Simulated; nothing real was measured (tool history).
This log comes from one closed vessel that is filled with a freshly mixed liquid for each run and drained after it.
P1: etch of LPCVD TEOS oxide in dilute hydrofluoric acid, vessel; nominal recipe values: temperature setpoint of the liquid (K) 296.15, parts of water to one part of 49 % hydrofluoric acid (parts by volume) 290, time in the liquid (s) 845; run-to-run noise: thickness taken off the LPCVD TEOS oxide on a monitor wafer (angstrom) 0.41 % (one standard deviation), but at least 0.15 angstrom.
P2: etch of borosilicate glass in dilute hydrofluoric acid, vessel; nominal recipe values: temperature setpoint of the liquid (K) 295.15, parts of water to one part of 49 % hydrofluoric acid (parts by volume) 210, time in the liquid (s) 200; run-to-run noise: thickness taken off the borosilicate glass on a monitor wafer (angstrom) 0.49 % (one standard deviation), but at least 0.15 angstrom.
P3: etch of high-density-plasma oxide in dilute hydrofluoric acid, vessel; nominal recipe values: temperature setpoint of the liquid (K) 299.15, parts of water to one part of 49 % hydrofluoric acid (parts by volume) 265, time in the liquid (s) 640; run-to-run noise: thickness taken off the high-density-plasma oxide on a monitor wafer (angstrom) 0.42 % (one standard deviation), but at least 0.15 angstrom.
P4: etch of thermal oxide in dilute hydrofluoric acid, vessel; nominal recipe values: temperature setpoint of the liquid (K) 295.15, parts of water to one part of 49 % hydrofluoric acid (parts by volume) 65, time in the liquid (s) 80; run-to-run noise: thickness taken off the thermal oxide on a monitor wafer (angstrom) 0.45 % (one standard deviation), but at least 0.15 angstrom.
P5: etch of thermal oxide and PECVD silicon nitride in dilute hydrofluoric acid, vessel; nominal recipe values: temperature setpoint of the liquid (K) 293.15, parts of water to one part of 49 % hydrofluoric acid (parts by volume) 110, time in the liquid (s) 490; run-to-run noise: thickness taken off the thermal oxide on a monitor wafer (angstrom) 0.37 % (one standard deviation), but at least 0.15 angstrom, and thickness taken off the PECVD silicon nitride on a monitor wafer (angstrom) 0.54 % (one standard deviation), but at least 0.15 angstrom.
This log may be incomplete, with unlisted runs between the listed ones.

| run | hour | process that ran | temperature setpoint of the liquid (K) | parts of water to one part of 49 % hydrofluoric acid (parts by volume) | time in the liquid (s) | hours since the thermometer was replaced | hours since the hydrofluoric acid flow meter was replaced | thickness taken off the LPCVD TEOS oxide on a monitor wafer (angstrom) | thickness taken off the borosilicate glass on a monitor wafer (angstrom) | thickness taken off the high-density-plasma oxide on a monitor wafer (angstrom) | thickness taken off the thermal oxide on a monitor wafer (angstrom) | thickness taken off the PECVD silicon nitride on a monitor wafer (angstrom) |
|---|---|---|---|---|---|---|---|---|---|---|---|---|
| 1 | 9.8 | P1 | 296.15 | 290 | 845 | 1410.2 | 626.2 | 394.770 |  |  |  |  |
| 2 | 15.2 | P1 | 296.15 | 290 | 1515 | 1415.6 | 631.6 | 716.890 |  |  |  |  |
| 3 | 24.0 | P2 | 301.65 | 210 | 200 | 1424.4 | 640.4 |  | 364.11 |  |  |  |
| 4 | 34.3 | P3 | 299.15 | 135 | 640 | 1434.7 | 650.7 |  |  | 244.160 |  |  |
| 5 | 42.8 | P5 | 293.15 | 110 | 935 | 1443.2 | 659.2 |  |  |  | 331.900 | 363.67 |
| 6 | 50.0 | P4 | 299.15 | 65 | 80 | 1450.4 | 666.4 |  |  |  | 64.295 |  |
| 7 | 59.8 | P2 | 295.15 | 305 | 200 | 1460.2 | 676.2 |  | 183.22 |  |  |  |
| 8 | 67.7 | P1 | 296.15 | 290 | 170 | 1468.1 | 684.1 | 79.654 |  |  |  |  |
| 9 | 76.3 | P5 | 290.15 | 110 | 490 | 1476.7 | 692.7 |  |  |  | 154.280 | 154.88 |
| 10 | 84.3 | P3 | 299.15 | 265 | 640 | 1484.7 | 700.7 |  |  | 108.080 |  |  |
| 11 | 93.8 | P1 | 296.15 | 515 | 845 | 1494.2 | 710.2 | 185.070 |  |  |  |  |
| 12 | 101.8 | P3 | 299.15 | 265 | 1015 | 1502.2 | 718.2 |  |  | 170.730 |  |  |
| 13 | 112.7 | P2 | 295.15 | 210 | 335 | 1513.1 | 729.1 |  | 484.27 |  |  |  |
| 14 | 120.4 | P4 | 295.15 | 65 | 80 | 1520.8 | 736.8 |  |  |  | 54.514 |  |
|  | 123.0 | hydrofluoric acid flow meter replaced |
| 15 | 129.6 | P1 | 296.15 | 290 | 845 | 1530.0 | 6.7 | 399.990 |  |  |  |  |
| 16 | 135.3 | P5 | 293.15 | 65 | 490 | 1535.7 | 12.4 |  |  |  | 308.790 | 317.17 |
| 17 | 143.0 | P1 | 296.15 | 290 | 845 | 1543.4 | 20.1 | 398.550 |  |  |  |  |
| 18 | 153.2 | P3 | 291.15 | 265 | 640 | 1553.6 | 30.3 |  |  | 81.032 |  |  |
| 19 | 160.0 | P4 | 295.15 | 65 | 80 | 1560.4 | 37.1 |  |  |  | 54.958 |  |
| 20 | 170.8 | P2 | 295.15 | 210 | 200 | 1571.2 | 47.9 |  | 285.80 |  |  |  |
| 21 | 176.7 | P1 | 296.15 | 410 | 1595 | 1577.1 | 53.8 | 477.490 |  |  |  |  |
| 22 | 183.2 | P1 | 296.15 | 90 | 845 | 1583.6 | 60.3 | 1593.000 |  |  |  |  |
| 23 | 191.5 | P1 | 296.15 | 290 | 845 | 1591.9 | 68.6 | 399.190 |  |  |  |  |
| 24 | 202.5 | P5 | 293.15 | 110 | 490 | 1602.9 | 79.6 |  |  |  | 174.870 | 190.65 |
| 25 | 213.3 | P5 | 293.15 | 110 | 490 | 1613.7 | 90.4 |  |  |  | 173.030 | 191.43 |
| 26 | 222.7 | P4 | 295.15 | 65 | 30 | 1623.1 | 99.8 |  |  |  | 20.526 |  |
| 27 | 232.9 | P1 | 296.15 | 290 | 845 | 1633.3 | 110.0 | 400.680 |  |  |  |  |
| 28 | 239.8 | P4 | 295.15 | 110 | 80 | 1640.2 | 116.9 |  |  |  | 30.737 |  |
| 29 | 249.1 | P1 | 292.15 | 290 | 845 | 1649.5 | 126.2 | 345.630 |  |  |  |  |
| 30 | 257.0 | P1 | 296.15 | 290 | 845 | 1657.4 | 134.1 | 400.940 |  |  |  |  |
| 31 | 264.8 | P3 | 299.15 | 265 | 640 | 1665.2 | 141.9 |  |  | 107.930 |  |  |
| 32 | 274.0 | P1 | 304.65 | 290 | 845 | 1674.4 | 151.1 | 529.650 |  |  |  |  |
| 33 | 282.0 | P1 | 296.15 | 290 | 845 | 1682.4 | 159.1 | 401.960 |  |  |  |  |
| 34 | 288.7 | P1 | 296.15 | 290 | 845 | 1689.1 | 165.8 | 402.950 |  |  |  |  |
| 35 | 299.4 | P1 | 296.15 | 290 | 845 | 1699.8 | 176.5 | 413.670 |  |  |  |  |
| 36 | 306.0 | P1 | 296.15 | 290 | 845 | 1706.4 | 183.1 | 414.350 |  |  |  |  |
| 37 | 311.7 | P1 | 296.15 | 290 | 845 | 1712.1 | 188.8 | 416.310 |  |  |  |  |
| 38 | 323.4 | P1 | 296.15 | 290 | 845 | 1723.8 | 200.5 | 417.540 |  |  |  |  |
| 39 | 329.8 | P1 | 296.15 | 290 | 845 | 1730.2 | 206.9 | 421.490 |  |  |  |  |
| 40 | 339.6 | P1 | 296.15 | 290 | 845 | 1740.0 | 216.7 | 422.910 |  |  |  |  |
| 41 | 346.6 | P1 | 296.15 | 290 | 845 | 1747.0 | 223.7 | 421.560 |  |  |  |  |
| 42 | 356.6 | P1 | 296.15 | 290 | 845 | 1757.0 | 233.7 | 422.640 |  |  |  |  |
| 43 | 367.6 | P1 | 296.15 | 290 | 845 | 1768.0 | 244.7 | 421.950 |  |  |  |  |
| 44 | 374.7 | P1 | 296.15 | 290 | 845 | 1775.1 | 251.8 | 422.470 |  |  |  |  |

Something has made what P1 gives creep away from where it was; the 2 causes below, each at its own stated size, fit the log equally well:
A: liquid hotter than its thermometer reads (K) = 1.73
B: hydrofluoric acid flow above the setpoint (%) = 4.87
Onset of the creep was near hour 282.0.

Question marks stand in for the results of the 4 check runs listed below, each run on one wafer. Under which run would the listed causes show clearly different results?
| check 1 | 381.8 | P2 | 295.15 | 210 | 315 |  |  |  | ? |  |  |  |
| check 2 | 381.8 | P5 | 290.15 | 110 | 900 |  |  |  |  |  | ? | ? |
| check 3 | 381.8 | P3 | 299.15 | 265 | 880 |  |  |  |  | ? |  |  |
| check 4 | 381.8 | P4 | 295.15 | 95 | 30 |  |  |  |  |  | ? |  |

How each check would come out, cause by cause:
| check | result | if A | if B |
|---|---|---|---|
| check 1 | thickness taken off the borosilicate glass on a monitor wafer (angstrom) | 483.57 | 480.28 |
| check 2 | thickness taken off the thermal oxide on a monitor wafer (angstrom) | 303.640 | 297.880 |
| check 2 | thickness taken off the PECVD silicon nitride on a monitor wafer (angstrom) | 322.16 | 299.37 |
| check 3 | thickness taken off the high-density-plasma oxide on a monitor wafer (angstrom) | 157.510 | 157.720 |
| check 4 | thickness taken off the thermal oxide on a monitor wafer (angstrom) | 14.529 | 14.288 |
Per check, the gap between the least separated pair of causes, taken in the result that splits them most: check 1 0.68 %; check 2 7.34 %; check 3 0.13 %; check 4 1.67 %
The other checks would show nearly matching results whichever cause is true, so check 2 is the only one that separates the causes.

Then check 2 was run and gave: thickness taken off the thermal oxide on a monitor wafer (angstrom) 302.350; thickness taken off the PECVD silicon nitride on a monitor wafer (angstrom) 323.20. Which cause is it?

It was cause A: liquid hotter than its thermometer reads (K).

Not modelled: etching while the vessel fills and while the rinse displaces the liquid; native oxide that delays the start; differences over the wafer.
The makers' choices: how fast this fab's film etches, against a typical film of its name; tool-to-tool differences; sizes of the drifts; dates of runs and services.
